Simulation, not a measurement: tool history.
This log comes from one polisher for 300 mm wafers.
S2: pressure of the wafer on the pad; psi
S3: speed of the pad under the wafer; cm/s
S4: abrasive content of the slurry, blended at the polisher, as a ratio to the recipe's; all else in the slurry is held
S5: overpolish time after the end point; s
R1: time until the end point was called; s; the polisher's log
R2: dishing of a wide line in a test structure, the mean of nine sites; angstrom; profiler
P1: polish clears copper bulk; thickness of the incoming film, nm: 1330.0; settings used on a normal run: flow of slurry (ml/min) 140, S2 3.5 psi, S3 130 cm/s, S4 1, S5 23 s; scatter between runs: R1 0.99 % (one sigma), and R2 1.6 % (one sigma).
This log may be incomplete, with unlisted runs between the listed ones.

run 1 hour=3.4 | flow_of_slurry_(ml/min)=140 S2=3.5 S3=130 S4=1 S5=23 | R1=93.984 R2=655.82
run 2 hour=7.9 | flow_of_slurry_(ml/min)=140 S2=3.5 S3=130 S4=1 S5=23 | R1=94.423 R2=668.18
run 3 hour=11.8 | flow_of_slurry_(ml/min)=140 S2=3.5 S3=130 S4=1.45 S5=23 | R1=87.504 R2=665.56
run 4 hour=16.8 | flow_of_slurry_(ml/min)=140 S2=3.5 S3=196 S4=1 S5=23 | R1=62.631 R2=678.61
run 5 hour=20.5 | flow_of_slurry_(ml/min)=140 S2=5.4 S3=130 S4=1 S5=23 | R1=60.56 R2=716.85
run 6 hour=23.3 | flow_of_slurry_(ml/min)=140 S2=3.5 S3=130 S4=1 S5=45 | R1=93.016 R2=682.32
run 7 hour=27.4 | flow_of_slurry_(ml/min)=200 S2=3.5 S3=130 S4=1 S5=23 | R1=87.886 R2=667.65
run 8 hour=32.3 | flow_of_slurry_(ml/min)=140 S2=3.5 S3=130 S4=0.75 S5=23 | R1=100.51 R2=665.67
run 9 hour=36.4 | flow_of_slurry_(ml/min)=140 S2=3.5 S3=130 S4=1 S5=23 | R1=94.837 R2=670.38
run 10 hour=39.8 | flow_of_slurry_(ml/min)=140 S2=3.5 S3=130 S4=1 S5=23 | R1=93.225 R2=666.91
run 11 hour=43.9 | flow_of_slurry_(ml/min)=85 S2=3.5 S3=130 S4=1 S5=23 | R1=105.11 R2=670.08
run 12 hour=46.6 | flow_of_slurry_(ml/min)=140 S2=3.5 S3=130 S4=1 S5=23 | R1=94.776 R2=678.32
run 13 hour=51.3 | flow_of_slurry_(ml/min)=140 S2=3.5 S3=130 S4=1 S5=23 | R1=95.431 R2=665.25
run 14 hour=55.3 | flow_of_slurry_(ml/min)=140 S2=3.5 S3=130 S4=1 S5=12 | R1=94.749 R2=572.37
run 15 hour=58.6 | flow_of_slurry_(ml/min)=140 S2=3.5 S3=202 S4=1 S5=10 | R1=60.177 R2=654.73
run 16 hour=63.4 | flow_of_slurry_(ml/min)=140 S2=3.5 S3=130 S4=1 S5=23 | R1=94.858 R2=673.63
run 17 hour=67.3 | flow_of_slurry_(ml/min)=140 S2=2.2 S3=130 S4=1 S5=23 | R1=151.22 R2=578.52
-- hour=68.8 slurry nozzle cleaned
run 18 hour=71.3 | flow_of_slurry_(ml/min)=140 S2=3.5 S3=90 S4=1 S5=23 | R1=135.86 R2=624.54
run 19 hour=76.4 | flow_of_slurry_(ml/min)=140 S2=3.5 S3=130 S4=1 S5=23 | R1=95.594 R2=670.76
run 20 hour=81.5 | flow_of_slurry_(ml/min)=140 S2=3.5 S3=130 S4=1 S5=23 | R1=95.236 R2=666.91
run 21 hour=84.7 | flow_of_slurry_(ml/min)=140 S2=3.5 S3=130 S4=1 S5=23 | R1=97.247 R2=664.08
run 22 hour=89.3 | flow_of_slurry_(ml/min)=140 S2=3.5 S3=130 S4=1 S5=23 | R1=99.16 R2=666.6
run 23 hour=94.5 | flow_of_slurry_(ml/min)=140 S2=3.5 S3=130 S4=1 S5=23 | R1=101.56 R2=682.71
run 24 hour=97.8 | flow_of_slurry_(ml/min)=140 S2=3.5 S3=130 S4=1 S5=23 | R1=100.19 R2=661.73
run 25 hour=101.4 | flow_of_slurry_(ml/min)=140 S2=3.5 S3=130 S4=1 S5=23 | R1=101.97 R2=662.51
-- hour=104.4 worn pad replaced by a new one
run 26 hour=104.5 | flow_of_slurry_(ml/min)=140 S2=3.5 S3=130 S4=1 S5=23 | R1=101.51 R2=668.04
-- hour=108.6 head pressure recalibrated
run 27 hour=109.4 | flow_of_slurry_(ml/min)=140 S2=3.5 S3=130 S4=1 S5=23 | R1=103.39 R2=660.73
run 28 hour=113.5 | flow_of_slurry_(ml/min)=140 S2=3.5 S3=130 S4=1 S5=23 | R1=100.39 R2=658.86
run 29 hour=118.7 | flow_of_slurry_(ml/min)=140 S2=3.5 S3=130 S4=1 S5=23 | R1=101.1 R2=660.79
run 30 hour=122.7 | flow_of_slurry_(ml/min)=140 S2=3.5 S3=130 S4=1 S5=23 | R1=103.54 R2=668.12

Something has made what P1 gives creep away from where it was; the 2 causes below, each at its own stated size, fit the log equally well:
A: slurry flow missing at the pad, % = 30.4
B: abrasive missing from the slurry, % = 31.6
At approximately hour 76.4, the process output began to creep.
Ruled out, with reasons:
removal rate lost through wear of the pad, %: its service at hour 104.4 followed the start of the drift and did not put the process back to its old value
head's pressure below its setpoint, %: its service at hour 108.6 followed the start of the drift and did not put the process back to its old value

Consider the 4 check runs below, whose results appear as question marks and each of which averages 3 wafers. Which one distinguishes the causes, in that each cause would give it a clearly different result?
run check 1 hour=126.7 | flow_of_slurry_(ml/min)=85 S2=3.5 S3=162 S4=1 S5=23 | R1=? R2=?
run check 2 hour=126.7 | flow_of_slurry_(ml/min)=140 S2=2.7 S3=130 S4=1 S5=23 | R1=? R2=?
run check 3 hour=126.7 | flow_of_slurry_(ml/min)=140 S2=2.5 S3=172 S4=1 S5=23 | R1=? R2=?
run check 4 hour=126.7 | flow_of_slurry_(ml/min)=140 S2=4.4 S3=130 S4=1.2 S5=23 | R1=? R2=?

What each check would give under each cause:
check=check_1 result=R1 if_A=96.086 if_B=92.014
check=check_1 result=R2 if_A=666.94 if_B=669.64
check=check_2 result=R1 if_A=132.24 if_B=132.22
check=check_2 result=R2 if_A=606.85 if_B=606.87
check=check_3 result=R1 if_A=107.95 if_B=107.93
check=check_3 result=R2 if_A=614.79 if_B=614.8
check=check_4 result=R1 if_A=78.008 if_B=78.131
check=check_4 result=R2 if_A=705.77 if_B=705.71
Smallest distance between any two causes, each pair judged by its most separating result, in per cent: check 1 4.33 %; check 2 0.02 %; check 3 0.02 %; check 4 0.16 %
The other checks would show nearly matching results whichever cause is true, so check 1 is the only one that separates the causes.

The results of check 1 are: R1 92.141 s; R2 673.2 angstrom. Based on these, which of the listed causes is it?

It is B: abrasive missing from the slurry, %.
